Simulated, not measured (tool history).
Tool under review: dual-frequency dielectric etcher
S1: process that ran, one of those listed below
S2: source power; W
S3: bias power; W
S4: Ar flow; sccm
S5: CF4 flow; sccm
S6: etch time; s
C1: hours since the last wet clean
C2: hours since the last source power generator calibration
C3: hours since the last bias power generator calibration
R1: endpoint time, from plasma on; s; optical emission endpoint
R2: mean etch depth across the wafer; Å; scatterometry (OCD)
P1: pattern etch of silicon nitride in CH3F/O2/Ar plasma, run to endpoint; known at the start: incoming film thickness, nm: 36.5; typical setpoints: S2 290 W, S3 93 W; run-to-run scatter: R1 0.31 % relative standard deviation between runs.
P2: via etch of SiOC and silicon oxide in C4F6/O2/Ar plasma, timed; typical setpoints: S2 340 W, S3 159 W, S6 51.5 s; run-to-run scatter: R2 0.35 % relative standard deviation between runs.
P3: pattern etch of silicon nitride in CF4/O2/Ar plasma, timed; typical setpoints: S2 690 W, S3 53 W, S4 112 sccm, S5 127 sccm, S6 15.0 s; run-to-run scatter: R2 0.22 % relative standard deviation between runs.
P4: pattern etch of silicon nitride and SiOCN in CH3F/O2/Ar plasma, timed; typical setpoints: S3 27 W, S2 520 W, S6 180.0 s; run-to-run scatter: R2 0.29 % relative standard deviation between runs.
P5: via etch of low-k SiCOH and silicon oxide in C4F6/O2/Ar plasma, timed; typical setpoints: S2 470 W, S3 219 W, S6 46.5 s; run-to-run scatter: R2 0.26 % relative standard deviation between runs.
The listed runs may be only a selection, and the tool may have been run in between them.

run 1 hour=12.3 | S1=P1 S2=290 S3=93 | C1=352.9 C2=1542.8 C3=2885.9 | R1=52.524
run 2 hour=24.9 | S1=P3 S2=690 S3=38 S4=112 S5=127 S6=15.0 | C1=365.5 C2=1555.4 C3=2898.5 | R2=349.68
run 3 hour=37.6 | S1=P1 S2=290 S3=93 | C1=378.2 C2=1568.1 C3=2911.2 | R1=52.927
run 4 hour=47.4 | S1=P1 S2=290 S3=93 | C1=388.0 C2=1577.9 C3=2921.0 | R1=52.653
run 5 hour=58.2 | S1=P3 S2=870 S3=53 S4=112 S5=127 S6=15.0 | C1=398.8 C2=1588.7 C3=2931.8 | R2=481.72
run 6 hour=69.7 | S1=P1 S2=290 S3=93 | C1=410.3 C2=1600.2 C3=2943.3 | R1=52.630
run 7 hour=85.1 | S1=P2 S2=340 S3=203 S6=51.5 | C1=425.7 C2=1615.6 C3=2958.7 | R2=570.29
run 8 hour=98.4 | S1=P2 S2=340 S3=159 S6=51.5 | C1=439.0 C2=1628.9 C3=2972.0 | R2=525.16
run 9 hour=113.4 | S1=P3 S2=690 S3=53 S4=84 S5=127 S6=15.0 | C1=454.0 C2=1643.9 C3=2987.0 | R2=404.94
run 10 hour=121.8 | S1=P5 S2=470 S3=297 S6=46.5 | C1=462.4 C2=1652.3 C3=2995.4 | R2=1536.60
run 11 hour=138.6 | S1=P2 S2=410 S3=159 S6=51.5 | C1=479.2 C2=1669.1 C3=3012.2 | R2=569.21
run 12 hour=148.8 | S1=P3 S2=690 S3=53 S4=112 S5=171 S6=15.0 | C1=489.4 C2=1679.3 C3=3022.4 | R2=405.08
run 13 hour=162.8 | S1=P1 S2=230 S3=76 | C1=503.4 C2=1693.3 C3=3036.4 | R1=62.011
run 14 hour=176.1 | S1=P2 S2=340 S3=159 S6=73.5 | C1=516.7 C2=1706.6 C3=3049.7 | R2=751.43
run 15 hour=188.4 | S1=P1 S2=200 S3=113 | C1=529.0 C2=1718.9 C3=3062.0 | R1=56.188
run 16 hour=200.3 | S1=P1 S2=290 S3=70 | C1=540.9 C2=1730.8 C3=3073.9 | R1=58.452
run 17 hour=215.1 | S1=P1 S2=290 S3=93 | C1=555.7 C2=1745.6 C3=3088.7 | R1=52.552
run 18 hour=226.7 | S1=P1 S2=400 S3=93 | C1=567.3 C2=1757.2 C3=3100.3 | R1=46.770
run 19 hour=243.7 | S1=P5 S2=470 S3=219 S6=46.5 | C1=584.3 C2=1774.2 C3=3117.3 | R2=1384.80
run 20 hour=257.4 | S1=P3 S2=690 S3=53 S4=112 S5=127 S6=10.0 | C1=598.0 C2=1787.9 C3=3131.0 | R2=262.81
run 21 hour=272.5 | S1=P4 S2=520 S3=27 S6=223.0 | C1=613.1 C2=1803.0 C3=3146.1 | R2=354.07
run 22 hour=280.6 | S1=P4 S2=350 S3=27 S6=180.0 | C1=621.2 C2=1811.1 C3=3154.2 | R2=249.53
run 23 hour=295.6 | S1=P1 S2=290 S3=93 | C1=636.2 C2=1826.1 C3=3169.2 | R1=52.667
run 24 hour=310.5 | S1=P5 S2=470 S3=219 S6=58.0 | C1=651.1 C2=1841.0 C3=3184.1 | R2=1730.40
run 25 hour=318.6 | S1=P3 S2=690 S3=53 S4=112 S5=127 S6=15.0 | C1=659.2 C2=1849.1 C3=3192.2 | R2=391.57
-- hour=325.4 wet clean of the chamber
run 26 hour=328.5 | S1=P2 S2=340 S3=159 S6=51.5 | C1=3.1 C2=1859.0 C3=3202.1 | R2=527.31
run 27 hour=336.1 | S1=P5 S2=650 S3=219 S6=46.5 | C1=10.7 C2=1866.6 C3=3209.7 | R2=1572.20
-- hour=347.1 source power generator calibrated
run 28 hour=351.4 | S1=P4 S2=520 S3=36 S6=180.0 | C1=26.0 C2=4.3 C3=3225.0 | R2=328.02
run 29 hour=362.1 | S1=P4 S2=520 S3=27 S6=180.0 | C1=36.7 C2=15.0 C3=3235.7 | R2=286.90
run 30 hour=378.9 | S1=P1 S2=290 S3=110 | C1=53.5 C2=31.8 C3=3252.5 | R1=49.366
run 31 hour=391.5 | S1=P1 S2=190 S3=93 | C1=66.1 C2=44.4 C3=3265.1 | R1=61.561
run 32 hour=402.6 | S1=P1 S2=290 S3=93 | C1=77.2 C2=55.5 C3=3276.2 | R1=52.494
run 33 hour=410.6 | S1=P1 S2=290 S3=93 | C1=85.2 C2=63.5 C3=3284.2 | R1=52.641
run 34 hour=427.3 | S1=P1 S2=290 S3=93 | C1=101.9 C2=80.2 C3=3300.9 | R1=53.284
run 35 hour=436.1 | S1=P1 S2=290 S3=93 | C1=110.7 C2=89.0 C3=3309.7 | R1=53.258
-- hour=449.3 wet clean of the chamber
run 36 hour=452.8 | S1=P1 S2=290 S3=93 | C1=3.6 C2=105.7 C3=3326.4 | R1=53.433
run 37 hour=467.7 | S1=P1 S2=290 S3=93 | C1=18.5 C2=120.6 C3=3341.3 | R1=53.718
run 38 hour=477.3 | S1=P1 S2=290 S3=93 | C1=28.1 C2=130.2 C3=3350.9 | R1=53.490
run 39 hour=485.5 | S1=P1 S2=290 S3=93 | C1=36.3 C2=138.4 C3=3359.1 | R1=53.271
run 40 hour=500.2 | S1=P1 S2=290 S3=93 | C1=51.0 C2=153.1 C3=3373.8 | R1=53.873
run 41 hour=508.6 | S1=P1 S2=290 S3=93 | C1=59.4 C2=161.5 C3=3382.2 | R1=53.512
run 42 hour=521.6 | S1=P1 S2=290 S3=93 | C1=72.4 C2=174.5 C3=3395.2 | R1=53.726

What P1 gives has crept off from where it sat before. The 2 causes that follow fit the log equally well, each at the size noted:
A: source power that arrives under what is set, % = 4.16
B: bias power that arrives under what is set, % = 4.19
The gradual shift began around hour 402.6.
All other causes, with the reason each is excluded:
chamber walls in a state that lowers the etch rate, %: serviced at hour 449.3, after the drift had started, without restoring the earlier output

Consider the 4 single-wafer check runs listed below, results given as question marks: which one distinguishes between the causes by giving clearly different results for each?
run check 1 hour=534.6 | S1=P3 S2=690 S3=53 S4=112 S5=127 S6=15.0 | R2=?
run check 2 hour=534.6 | S1=P4 S2=520 S3=27 S6=180.0 | R2=?
run check 3 hour=534.6 | S1=P5 S2=470 S3=219 S6=46.5 | R2=?
run check 4 hour=534.6 | S1=P2 S2=340 S3=159 S6=51.5 | R2=?

What each check would give under each cause:
check=check_1 result=R2 if_A=378.82 if_B=387.11
check=check_2 result=R2 if_A=282.26 if_B=280.91
check=check_3 result=R2 if_A=1363.60 if_B=1367.10
check=check_4 result=R2 if_A=519.01 if_B=520.56
Per-check spread between the two closest causes, in the result where they differ most: check 1 2.16 %; check 2 0.48 %; check 3 0.25 %; check 4 0.3 %
Of the check runs offered, only check 1 discriminates between the causes; the rest would read about the same regardless of which cause applies.

Running check 1 produced the following: R2 387.08 Å. Which one of the listed causes fits?

Of the candidate causes, it is B: bias power that arrives under what is set, %.
